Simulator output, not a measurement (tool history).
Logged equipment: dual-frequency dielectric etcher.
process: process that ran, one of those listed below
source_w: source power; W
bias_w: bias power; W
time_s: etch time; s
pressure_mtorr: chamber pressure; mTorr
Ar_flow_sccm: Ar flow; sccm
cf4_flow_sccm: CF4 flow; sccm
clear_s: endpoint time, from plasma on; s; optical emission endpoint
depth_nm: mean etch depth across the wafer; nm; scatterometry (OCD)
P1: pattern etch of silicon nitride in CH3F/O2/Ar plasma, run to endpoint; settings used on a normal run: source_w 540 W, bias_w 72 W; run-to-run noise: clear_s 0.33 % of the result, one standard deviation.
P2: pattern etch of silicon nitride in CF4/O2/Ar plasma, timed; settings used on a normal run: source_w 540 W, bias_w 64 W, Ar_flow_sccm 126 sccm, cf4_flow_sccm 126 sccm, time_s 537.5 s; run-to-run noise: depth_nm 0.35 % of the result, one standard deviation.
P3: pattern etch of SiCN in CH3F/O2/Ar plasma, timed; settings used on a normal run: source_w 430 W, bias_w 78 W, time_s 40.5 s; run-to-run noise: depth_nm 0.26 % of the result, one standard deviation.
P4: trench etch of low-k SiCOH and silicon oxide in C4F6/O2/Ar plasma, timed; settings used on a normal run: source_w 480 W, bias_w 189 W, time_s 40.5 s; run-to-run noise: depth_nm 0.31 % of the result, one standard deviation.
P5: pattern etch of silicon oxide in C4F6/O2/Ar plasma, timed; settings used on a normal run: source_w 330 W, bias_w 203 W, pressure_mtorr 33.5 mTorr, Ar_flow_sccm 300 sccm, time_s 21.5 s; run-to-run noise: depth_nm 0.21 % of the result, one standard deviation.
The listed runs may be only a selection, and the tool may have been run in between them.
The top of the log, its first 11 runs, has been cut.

run  hour  process  source_w  bias_w  time_s  pressure_mtorr  Ar_flow_sccm  cf4_flow_sccm  clear_s  depth_nm
 12  49.4       P5       330     203    21.5            47.0           300                            59.922
 13  52.6       P2       540      64   537.5                           126            126           1200.000
 14  57.4       P1       540      72                                                        55.769
 15  60.4       P1       540      57                                                        60.256
     63.6  -- wet clean of the chamber
 16  64.0       P4       480     152    40.5                                                         135.110
 17  67.2       P5       330     203    21.5            33.5           365                            61.360
 18  72.7       P3       610      78    40.5                                                          18.057
 19  75.4       P1       540      95                                                        50.664
 20  79.2       P3       430      78    50.5                                                          19.734
 21  84.7       P1       540      72                                                        55.884
 22  88.6       P1       540      72                                                        55.755
 23  91.8       P2       540      64   537.5                            75            126           1258.200
 24  94.6       P5       330     203    21.5            33.5           300                            62.501
 25  99.3       P3       430      78    40.5                                                          15.829

Expected results for the next run?
 26  102.5       P1       540      72                                                             ?

Run 26 produced clear_s 55.991 s.
